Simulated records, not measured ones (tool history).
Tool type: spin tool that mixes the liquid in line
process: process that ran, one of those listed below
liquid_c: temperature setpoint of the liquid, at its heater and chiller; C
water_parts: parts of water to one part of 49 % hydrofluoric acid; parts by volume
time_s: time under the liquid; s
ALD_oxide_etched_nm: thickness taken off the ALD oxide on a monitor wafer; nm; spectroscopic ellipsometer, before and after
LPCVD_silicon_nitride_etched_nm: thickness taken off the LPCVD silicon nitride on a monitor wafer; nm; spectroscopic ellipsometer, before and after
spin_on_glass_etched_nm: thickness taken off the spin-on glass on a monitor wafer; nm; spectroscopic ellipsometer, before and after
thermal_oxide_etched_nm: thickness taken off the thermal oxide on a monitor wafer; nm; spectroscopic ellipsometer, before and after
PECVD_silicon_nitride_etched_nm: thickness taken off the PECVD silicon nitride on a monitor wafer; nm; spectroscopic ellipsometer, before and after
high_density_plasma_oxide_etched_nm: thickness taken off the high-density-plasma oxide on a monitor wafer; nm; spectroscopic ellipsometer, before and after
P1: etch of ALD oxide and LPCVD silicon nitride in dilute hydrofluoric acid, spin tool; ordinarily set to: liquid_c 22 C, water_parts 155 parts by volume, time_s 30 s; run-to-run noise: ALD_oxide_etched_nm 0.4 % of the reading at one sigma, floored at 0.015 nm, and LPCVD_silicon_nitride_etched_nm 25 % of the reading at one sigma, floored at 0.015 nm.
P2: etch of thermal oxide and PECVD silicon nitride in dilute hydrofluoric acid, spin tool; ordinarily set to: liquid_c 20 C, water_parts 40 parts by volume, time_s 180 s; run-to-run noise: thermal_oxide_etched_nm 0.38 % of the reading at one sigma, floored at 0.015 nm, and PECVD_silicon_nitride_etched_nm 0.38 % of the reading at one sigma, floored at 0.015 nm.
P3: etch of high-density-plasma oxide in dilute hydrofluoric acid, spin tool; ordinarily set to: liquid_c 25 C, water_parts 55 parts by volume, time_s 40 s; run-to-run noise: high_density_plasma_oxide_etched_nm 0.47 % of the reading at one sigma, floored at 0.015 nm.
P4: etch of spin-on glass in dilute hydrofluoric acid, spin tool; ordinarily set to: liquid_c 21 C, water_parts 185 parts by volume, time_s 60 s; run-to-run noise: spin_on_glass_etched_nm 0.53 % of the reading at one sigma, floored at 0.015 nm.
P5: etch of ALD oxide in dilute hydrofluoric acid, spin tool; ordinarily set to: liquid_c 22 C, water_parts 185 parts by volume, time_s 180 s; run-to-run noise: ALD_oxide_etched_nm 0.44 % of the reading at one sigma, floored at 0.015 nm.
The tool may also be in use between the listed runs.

| run | hour | process | liquid_c | water_parts | time_s | hours since the thermometer was replaced | hours since the hydrofluoric acid flow meter was replaced | ALD_oxide_etched_nm | LPCVD_silicon_nitride_etched_nm | spin_on_glass_etched_nm | thermal_oxide_etched_nm | PECVD_silicon_nitride_etched_nm | high_density_plasma_oxide_etched_nm |
|---|---|---|---|---|---|---|---|---|---|---|---|---|---|
| 1 | 9.2 | P1 | 22 | 155 | 30 | 481.4 | 820.1 | 5.3709 | 0.074963 |  |  |  |  |
| 2 | 18.5 | P1 | 22 | 155 | 60 | 490.7 | 829.4 | 10.729 | 0.23668 |  |  |  |  |
| 3 | 25.5 | P4 | 28.5 | 185 | 60 | 497.7 | 836.4 |  |  | 11.692 |  |  |  |
| 4 | 31.6 | P2 | 20 | 40 | 315 | 503.8 | 842.5 |  |  |  | 33.242 | 12.19 |  |
| 5 | 40.8 | P5 | 22 | 100 | 180 | 513 | 851.7 | 43.267 |  |  |  |  |  |
| 6 | 52.6 | P5 | 22 | 185 | 260 | 524.8 | 863.5 | 30.596 |  |  |  |  |  |
| 7 | 61.6 | P2 | 26.5 | 40 | 180 | 533.8 | 872.5 |  |  |  | 24.854 | 10.91 |  |
| 8 | 67.9 | P2 | 20 | 60 | 180 | 540.1 | 878.8 |  |  |  | 12.339 | 4.7098 |  |
|  | 79 | thermometer replaced |
| 9 | 79.1 | P4 | 21 | 185 | 60 | 0.2 | 890 |  |  | 8.7282 |  |  |  |
| 10 | 86.3 | P5 | 22 | 185 | 180 | 7.4 | 897.2 | 21.094 |  |  |  |  |  |
| 11 | 92.7 | P2 | 20 | 40 | 180 | 13.8 | 903.6 |  |  |  | 18.982 | 6.9795 |  |
| 12 | 103.6 | P1 | 22 | 155 | 30 | 24.7 | 914.5 | 5.341 | 0.10857 |  |  |  |  |
| 13 | 113.7 | P1 | 22 | 155 | 30 | 34.8 | 924.6 | 5.3214 | 0.061363 |  |  |  |  |
| 14 | 125 | P4 | 21 | 185 | 105 | 46.1 | 935.9 |  |  | 15.47 |  |  |  |
| 15 | 135.1 | P3 | 25 | 55 | 40 | 56.2 | 946 |  |  |  |  |  | 4.2773 |
| 16 | 146 | P1 | 22 | 265 | 30 | 67.1 | 956.9 | 2.774 | 0.043476 |  |  |  |  |
| 17 | 158.3 | P1 | 17 | 155 | 30 | 79.4 | 969.2 | 4.406 | 0.020804 |  |  |  |  |
| 18 | 165.8 | P3 | 25 | 25 | 40 | 86.9 | 976.7 |  |  |  |  |  | 9.7406 |
| 19 | 176.8 | P4 | 21 | 295 | 60 | 97.9 | 987.7 |  |  | 4.9301 |  |  |  |
| 20 | 183.2 | P1 | 22 | 155 | 30 | 104.3 | 994.1 | 5.3715 | 0.069901 |  |  |  |  |
| 21 | 195.8 | P3 | 21 | 55 | 40 | 116.9 | 1006.7 |  |  |  |  |  | 3.5994 |
| 22 | 207.8 | P1 | 22 | 155 | 30 | 128.9 | 1018.7 | 5.3477 | 0.090614 |  |  |  |  |
| 23 | 218.5 | P5 | 17 | 185 | 180 | 139.6 | 1029.4 | 17.439 |  |  |  |  |  |
| 24 | 225.2 | P1 | 22 | 155 | 15 | 146.3 | 1036.1 | 2.6961 | 0.02224 |  |  |  |  |
| 25 | 237.1 | P3 | 25 | 55 | 65 | 158.2 | 1048 |  |  |  |  |  | 6.8553 |
| 26 | 247.6 | P1 | 22 | 260 | 15 | 168.7 | 1058.5 | 1.4319 | 0.042411 |  |  |  |  |
| 27 | 254.3 | P1 | 22 | 65 | 30 | 175.4 | 1065.2 | 14.235 | 0.24536 |  |  |  |  |
| 28 | 261.8 | P1 | 27.5 | 155 | 30 | 182.9 | 1072.7 | 6.5773 | 0.08203 |  |  |  |  |
| 29 | 271.6 | P1 | 22 | 155 | 30 | 192.7 | 1082.5 | 5.3757 | 0.12955 |  |  |  |  |
| 30 | 278.1 | P1 | 22 | 155 | 30 | 199.2 | 1089 | 5.2552 | 0.13698 |  |  |  |  |
| 31 | 290.7 | P1 | 22 | 155 | 30 | 211.8 | 1101.6 | 5.0789 | 0.078002 |  |  |  |  |
| 32 | 298.1 | P1 | 22 | 155 | 30 | 219.2 | 1109 | 5.0103 | 0.033812 |  |  |  |  |
| 33 | 303.7 | P1 | 22 | 155 | 30 | 224.8 | 1114.6 | 4.9826 | 0.054818 |  |  |  |  |
| 34 | 311.4 | P1 | 22 | 155 | 30 | 232.5 | 1122.3 | 4.9564 | 0.063216 |  |  |  |  |
| 35 | 322.2 | P1 | 22 | 155 | 30 | 243.3 | 1133.1 | 4.8926 | 0.1234 |  |  |  |  |
| 36 | 331.3 | P1 | 22 | 155 | 30 | 252.4 | 1142.2 | 4.8866 | 0.054663 |  |  |  |  |
| 37 | 337.4 | P1 | 22 | 155 | 30 | 258.5 | 1148.3 | 4.8767 | 0.045761 |  |  |  |  |
| 38 | 344.1 | P1 | 22 | 155 | 30 | 265.2 | 1155 | 4.9115 | 0.059253 |  |  |  |  |
| 39 | 352 | P1 | 22 | 155 | 30 | 273.1 | 1162.9 | 4.8811 | 0.10299 |  |  |  |  |

What P1 gives has crept away from where it was. These 2 causes fit the log equally well, each at the size given:
A: liquid colder than its thermometer reads (K) = 2.35
B: hydrofluoric acid flow below the setpoint (%) = 7.56
Creep in the process output first set in at about hour 271.6.

4 check runs are offered, one wafer each, their results left as question marks. Which one tells the causes apart?
| check 1 | 359.9 | P2 | 20 | 40 | 180 |  |  |  |  |  | ? | ? |  |
| check 2 | 359.9 | P4 | 21 | 185 | 60 |  |  |  |  | ? |  |  |  |
| check 3 | 359.9 | P5 | 22 | 185 | 180 |  |  | ? |  |  |  |  |  |
| check 4 | 359.9 | P3 | 25 | 55 | 40 |  |  |  |  |  |  |  | ? |

If the cause were each of the candidates in turn, the checks would give the following:
| check | result | if A | if B |
|---|---|---|---|
| check 1 | thermal_oxide_etched_nm | 17.105 | 17.432 |
| check 1 | PECVD_silicon_nitride_etched_nm | 5.9234 | 6.4762 |
| check 2 | spin_on_glass_etched_nm | 8.008 | 7.9904 |
| check 3 | ALD_oxide_etched_nm | 19.327 | 19.259 |
| check 4 | high_density_plasma_oxide_etched_nm | 3.8563 | 3.9019 |
Gap, in per cent, between the two causes that each check separates least, read from the result that separates them most: check 1 8.92 %; check 2 0.22 %; check 3 0.35 %; check 4 1.18 %
Of the check runs offered, only check 1 discriminates between the causes; the rest would read about the same regardless of which cause applies.

Running check 1 produced the following: thermal_oxide_etched_nm 17.4 nm; PECVD_silicon_nitride_etched_nm 6.4805 nm. Which one of the listed causes fits?

B is the cause: hydrofluoric acid flow below the setpoint (%).
